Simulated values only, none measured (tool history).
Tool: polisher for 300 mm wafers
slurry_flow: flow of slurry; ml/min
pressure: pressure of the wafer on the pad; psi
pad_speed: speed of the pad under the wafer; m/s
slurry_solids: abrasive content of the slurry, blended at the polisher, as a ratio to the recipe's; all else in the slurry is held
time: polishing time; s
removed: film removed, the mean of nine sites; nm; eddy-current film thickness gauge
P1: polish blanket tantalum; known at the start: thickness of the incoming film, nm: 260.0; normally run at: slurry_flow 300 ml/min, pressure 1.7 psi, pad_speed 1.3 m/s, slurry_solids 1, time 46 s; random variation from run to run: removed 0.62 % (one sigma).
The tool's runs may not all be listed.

run	hour	slurry_flow	pressure	pad_speed	slurry_solids	time	wafers polished on this pad	hours since the slurry nozzle was cleaned	hours since the head pressure was calibrated	hours since the slurry blender was calibrated	removed
1	4.3	300	1.7	1.3	1	46	169	156.2	150.8	144.6	87.965
2	11.7	185	1.7	1.3	1	46	225	163.6	158.2	152	82.6
3	18.5	300	1.7	0.82	1	46	275	170.4	165	158.8	55.885
4	22.2	300	1.7	1.3	1	46	303	174.1	168.7	162.5	87.891
5	25.9	300	1.7	1.3	1	70	330	177.8	172.4	166.2	133.6
6	31.8	395	1.7	1.3	1	46	374	183.7	178.3	172.1	90.703
7	35.3	300	1.7	1.3	0.55	46	400	187.2	181.8	175.6	72.114
8	39	300	1.7	1.3	1	25	428	190.9	185.5	179.3	48.069
9	43.4	300	1	1.3	1	46	461	195.3	189.9	183.7	51.795
# hour 45.7: slurry nozzle cleaned
10	47.6	300	2.6	1.3	1	46	492	2	194.1	187.9	135.85
11	52.5	300	1.7	1.3	1	46	529	6.9	199	192.8	88.524
# hour 55.5: worn pad replaced by a new one
12	55.9	300	1.7	1.3	1.35	46	3	10.3	202.4	196.2	95.56
13	61.8	300	1.7	1.66	1	46	47	16.2	208.3	202.1	111.83
14	65.8	300	1.7	1.3	1	46	77	20.2	212.3	206.1	87.831
15	71.5	300	1.7	1.3	1	46	119	25.9	218	211.8	88.649
16	76.2	300	1.7	0.8	0.55	46	154	30.6	222.7	216.5	44.254
17	80	300	1.7	1.3	1	46	182	34.4	226.5	220.3	88.574
18	85.1	300	1.7	1.3	1	46	220	39.5	231.6	225.4	86.334
19	89.6	300	1.7	1.3	1	46	254	44	236.1	229.9	84.462
20	96.2	300	1.7	1.3	1	46	303	50.6	242.7	236.5	82.609
21	100.2	300	1.7	1.3	1	46	333	54.6	246.7	240.5	81.65
22	106.2	300	1.7	1.3	1	46	378	60.6	252.7	246.5	81.574
# hour 109.3: worn pad replaced by a new one
# hour 110.2: slurry nozzle cleaned
23	113.4	300	1.7	1.3	1	46	30	3.3	259.9	253.7	80.622
24	117.4	300	1.7	1.3	1	46	60	7.3	263.9	257.7	79.675

Forecast run 25:
25	122.8	300	1.7	1.3	1	46	100	12.7	269.3	263.1	?

{"run 25": {"removed": 79.065}}

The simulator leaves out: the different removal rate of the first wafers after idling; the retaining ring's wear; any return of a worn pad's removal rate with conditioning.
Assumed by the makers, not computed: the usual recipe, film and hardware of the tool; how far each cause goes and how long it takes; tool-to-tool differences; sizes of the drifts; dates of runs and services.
